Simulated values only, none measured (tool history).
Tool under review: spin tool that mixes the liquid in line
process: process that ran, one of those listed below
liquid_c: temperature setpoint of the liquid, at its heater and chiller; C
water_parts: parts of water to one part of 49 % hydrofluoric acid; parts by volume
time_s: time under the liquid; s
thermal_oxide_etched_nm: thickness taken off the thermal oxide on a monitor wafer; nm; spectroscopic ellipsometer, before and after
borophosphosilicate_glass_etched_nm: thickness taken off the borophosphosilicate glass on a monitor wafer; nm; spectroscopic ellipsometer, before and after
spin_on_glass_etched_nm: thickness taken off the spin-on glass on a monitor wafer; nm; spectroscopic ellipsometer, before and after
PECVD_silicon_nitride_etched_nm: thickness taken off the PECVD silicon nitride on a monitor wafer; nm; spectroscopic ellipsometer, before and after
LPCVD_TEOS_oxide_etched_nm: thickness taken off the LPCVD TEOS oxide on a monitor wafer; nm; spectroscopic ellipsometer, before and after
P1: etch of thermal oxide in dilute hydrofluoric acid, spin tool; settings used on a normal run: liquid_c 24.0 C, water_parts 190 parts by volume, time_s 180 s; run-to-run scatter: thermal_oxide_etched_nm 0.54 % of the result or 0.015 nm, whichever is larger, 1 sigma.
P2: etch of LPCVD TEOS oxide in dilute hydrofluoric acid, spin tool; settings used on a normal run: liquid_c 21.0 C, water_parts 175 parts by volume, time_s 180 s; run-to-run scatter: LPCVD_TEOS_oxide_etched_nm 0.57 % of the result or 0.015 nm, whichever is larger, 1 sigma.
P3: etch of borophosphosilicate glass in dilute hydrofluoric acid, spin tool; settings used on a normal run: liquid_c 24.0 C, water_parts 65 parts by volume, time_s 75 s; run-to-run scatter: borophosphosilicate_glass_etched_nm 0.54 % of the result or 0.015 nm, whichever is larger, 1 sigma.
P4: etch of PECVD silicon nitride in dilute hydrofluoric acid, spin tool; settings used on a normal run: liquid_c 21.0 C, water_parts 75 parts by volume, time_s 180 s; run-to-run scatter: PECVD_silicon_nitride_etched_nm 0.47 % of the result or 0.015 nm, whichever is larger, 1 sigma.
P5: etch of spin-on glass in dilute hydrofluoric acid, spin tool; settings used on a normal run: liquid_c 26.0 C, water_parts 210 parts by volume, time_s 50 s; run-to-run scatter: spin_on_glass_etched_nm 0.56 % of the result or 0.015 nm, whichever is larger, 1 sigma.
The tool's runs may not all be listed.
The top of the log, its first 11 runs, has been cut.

run,hour,process,liquid_c,water_parts,time_s,hours since the thermometer was replaced,hours since the hydrofluoric acid flow meter was replaced,thermal_oxide_etched_nm,borophosphosilicate_glass_etched_nm,spin_on_glass_etched_nm,PECVD_silicon_nitride_etched_nm,LPCVD_TEOS_oxide_etched_nm
12,125.8,P2,21.0,175,275,34.1,1718.6,,,,,22.5160
13,141.4,P4,21.0,75,180,49.7,1734.2,,,,5.8757,
14,148.9,P1,24.0,190,180,57.2,1741.7,3.90290,,,,
15,163.9,P2,17.0,175,180,72.2,1756.7,,,,,12.6020
16,172.5,P3,27.5,65,75,80.8,1765.3,,49.722,,,
17,180.5,P1,24.0,190,180,88.8,1773.3,3.91550,,,,
# hour 186.3: hydrofluoric acid flow meter replaced
18,194.6,P1,24.0,345,180,102.9,8.3,1.83660,,,,
19,201.5,P5,26.0,210,50,109.8,15.2,,,7.3473,,
20,210.4,P1,24.0,35,180,118.7,24.1,25.32600,,,,
21,218.3,P5,20.0,210,50,126.6,32.0,,,5.8945,,
22,230.7,P4,21.0,75,350,139.0,44.4,,,,11.3870,
23,243.9,P5,26.0,210,15,152.2,57.6,,,2.1653,,
24,256.7,P4,21.0,20,180,165.0,70.4,,,,21.1900,
25,270.2,P1,20.0,60,180,178.5,83.9,12.30400,,,,
26,285.6,P2,21.0,315,180,193.9,99.3,,,,,7.1878
27,293.3,P3,24.0,65,125,201.6,107.0,,73.152,,,
28,301.1,P1,24.0,190,180,209.4,114.8,3.85160,,,,
29,309.7,P1,24.0,190,335,218.0,123.4,7.29290,,,,

Predict the results of run 30:
30,323.5,P1,29.0,340,180,231.8,137.2,?,,,,

thermal_oxide_etched_nm: 2.21240 nm
